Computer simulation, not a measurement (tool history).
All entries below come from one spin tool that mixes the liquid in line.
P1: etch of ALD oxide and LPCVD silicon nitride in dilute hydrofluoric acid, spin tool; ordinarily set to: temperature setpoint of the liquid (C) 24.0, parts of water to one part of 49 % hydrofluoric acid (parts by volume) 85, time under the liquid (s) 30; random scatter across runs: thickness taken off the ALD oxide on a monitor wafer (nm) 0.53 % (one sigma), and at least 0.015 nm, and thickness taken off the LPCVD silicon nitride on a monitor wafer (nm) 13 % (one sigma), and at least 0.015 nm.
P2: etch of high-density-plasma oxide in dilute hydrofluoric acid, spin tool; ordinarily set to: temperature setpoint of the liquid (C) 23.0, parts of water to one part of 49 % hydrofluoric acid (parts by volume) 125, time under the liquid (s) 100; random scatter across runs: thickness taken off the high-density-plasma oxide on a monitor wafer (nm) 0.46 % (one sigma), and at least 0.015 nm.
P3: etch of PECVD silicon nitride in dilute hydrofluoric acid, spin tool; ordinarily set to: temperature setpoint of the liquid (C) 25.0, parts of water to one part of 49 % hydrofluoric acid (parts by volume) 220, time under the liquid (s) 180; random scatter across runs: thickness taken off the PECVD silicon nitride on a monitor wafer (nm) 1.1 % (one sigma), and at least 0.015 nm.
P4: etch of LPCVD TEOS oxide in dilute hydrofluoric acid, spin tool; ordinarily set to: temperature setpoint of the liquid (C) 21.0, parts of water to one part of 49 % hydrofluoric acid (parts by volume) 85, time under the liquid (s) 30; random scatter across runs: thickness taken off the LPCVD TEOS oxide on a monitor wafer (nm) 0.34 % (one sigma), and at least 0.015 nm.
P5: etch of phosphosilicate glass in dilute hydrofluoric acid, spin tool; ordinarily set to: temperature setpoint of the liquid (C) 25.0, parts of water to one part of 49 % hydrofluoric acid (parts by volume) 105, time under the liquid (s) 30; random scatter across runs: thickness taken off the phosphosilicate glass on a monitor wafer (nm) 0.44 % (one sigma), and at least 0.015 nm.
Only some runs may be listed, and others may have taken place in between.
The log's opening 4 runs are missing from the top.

run     day  process that ran  temperature setpoint of the liquid (C)  parts of water to one part of 49 % hydrofluoric acid (parts by volume)  time under the liquid (s)  hours since the thermometer was replaced  hours since the hydrofluoric acid flow meter was replaced  thickness taken off the ALD oxide on a monitor wafer (nm)  thickness taken off the LPCVD silicon nitride on a monitor wafer (nm)  thickness taken off the phosphosilicate glass on a monitor wafer (nm)  thickness taken off the LPCVD TEOS oxide on a monitor wafer (nm)  thickness taken off the PECVD silicon nitride on a monitor wafer (nm)  thickness taken off the high-density-plasma oxide on a monitor wafer (nm)
  5   2.504                P1                                    24.0                                                                      85                         30                                    1357.5                                                     1613.7                                                     6.8358                                                                0.20922
  6   2.942                P3                                    25.0                                                                      50                        180                                    1368.0                                                     1624.2                                                                                                                                                                                                                                                                                                                                           11.0000
  7   3.550                P5                                    25.0                                                                     105                         30                                    1382.6                                                     1638.8                                                                                                                                                                                                  18.2250
  8   3.829                P1                                    24.0                                                                      85                         30                                    1389.3                                                     1645.5                                                     6.8727                                                                0.17450
  9   4.404                P1                                    20.5                                                                     140                         30                                    1403.1                                                     1659.3                                                     3.4274                                                                0.10407
 10   4.738                P1                                    24.0                                                                      85                         15                                    1411.1                                                     1667.3                                                     3.4243                                                                0.11382
 11   5.129                P4                                    21.0                                                                      85                         30                                    1420.5                                                     1676.7                                                                                                                                                                                                                                                                     7.7296
 12   5.712                P2                                    23.0                                                                     195                        100                                    1434.5                                                     1690.7                                                                                                                                                                                                                                                                                                                                                                                                                       2.6972
 13   6.354                P4                                    21.0                                                                      85                         50                                    1449.9                                                     1706.1                                                                                                                                                                                                                                                                    12.8560
 14   6.879                P1                                    18.5                                                                      85                         15                                    1462.5                                                     1718.7                                                     2.7271                                                                0.04024
 15   7.442                P2                                    17.0                                                                     125                        100                                    1476.0                                                     1732.2                                                                                                                                                                                                                                                                                                                                                                                                                       3.5172
 16   8.038                P1                                    24.0                                                                      85                         30                                    1490.3                                                     1746.5                                                     6.9341                                                                0.22314
 17   8.629                P2                                    23.0                                                                     125                        100                                    1504.5                                                     1760.7                                                                                                                                                                                                                                                                                                                                                                                                                       4.5290
 18   9.117                P5                                    31.0                                                                     105                         30                                    1516.2                                                     1772.4                                                                                                                                                                                                  23.0700
 19   9.688                P1                                    29.5                                                                      50                         30                                    1529.9                                                     1786.1                                                    15.2150                                                                0.55031
 20  10.288                P4                                    17.0                                                                      85                         30                                    1544.3                                                     1800.5                                                                                                                                                                                                                                                                     6.5136
 21  10.646                P5                                    25.0                                                                     175                         30                                    1552.9                                                     1809.1                                                                                                                                                                                                  10.1250
 22  11.250                P3                                    25.0                                                                     220                        180                                    1567.4                                                     1823.6                                                                                                                                                                                                                                                                                                                                            2.5336
 23  11.800                P1                                    29.0                                                                      85                         30                                    1580.6                                                     1836.8                                                     8.2977                                                                0.25666
 24  12.346                P2                                    23.0                                                                     125                        175                                    1593.7                                                     1849.9                                                                                                                                                                                                                                                                                                                                                                                                                       7.9352
 25  12.804                P3                                    25.0                                                                     220                         95                                    1604.7                                                     1860.9                                                                                                                                                                                                                                                                                                                                            1.3504
 26  13.117                P4                                    21.0                                                                      85                         30                                    1612.2                                                     1868.4                                                                                                                                                                                                                                                                     7.7386
 27  13.608                P1                                    24.0                                                                     125                         30                                    1624.0                                                     1880.2                                                     4.4830                                                                0.15683
 28  14.042                P2                                    23.0                                                                     125                        100                                    1634.4                                                     1890.6                                                                                                                                                                                                                                                                                                                                                                                                                       4.4905
 29  14.567                P1                                    24.0                                                                      50                         30                                    1647.0                                                     1903.2                                                    12.0920                                                                0.25772

Predict the results of run 30:
 30  15.129                P5                                    25.0                                                                     105                         15                                    1660.5                                                     1916.7                                                                                                                                                                                                        ?

Run 30 came out at thickness taken off the phosphosilicate glass on a monitor wafer (nm) 9.2115.

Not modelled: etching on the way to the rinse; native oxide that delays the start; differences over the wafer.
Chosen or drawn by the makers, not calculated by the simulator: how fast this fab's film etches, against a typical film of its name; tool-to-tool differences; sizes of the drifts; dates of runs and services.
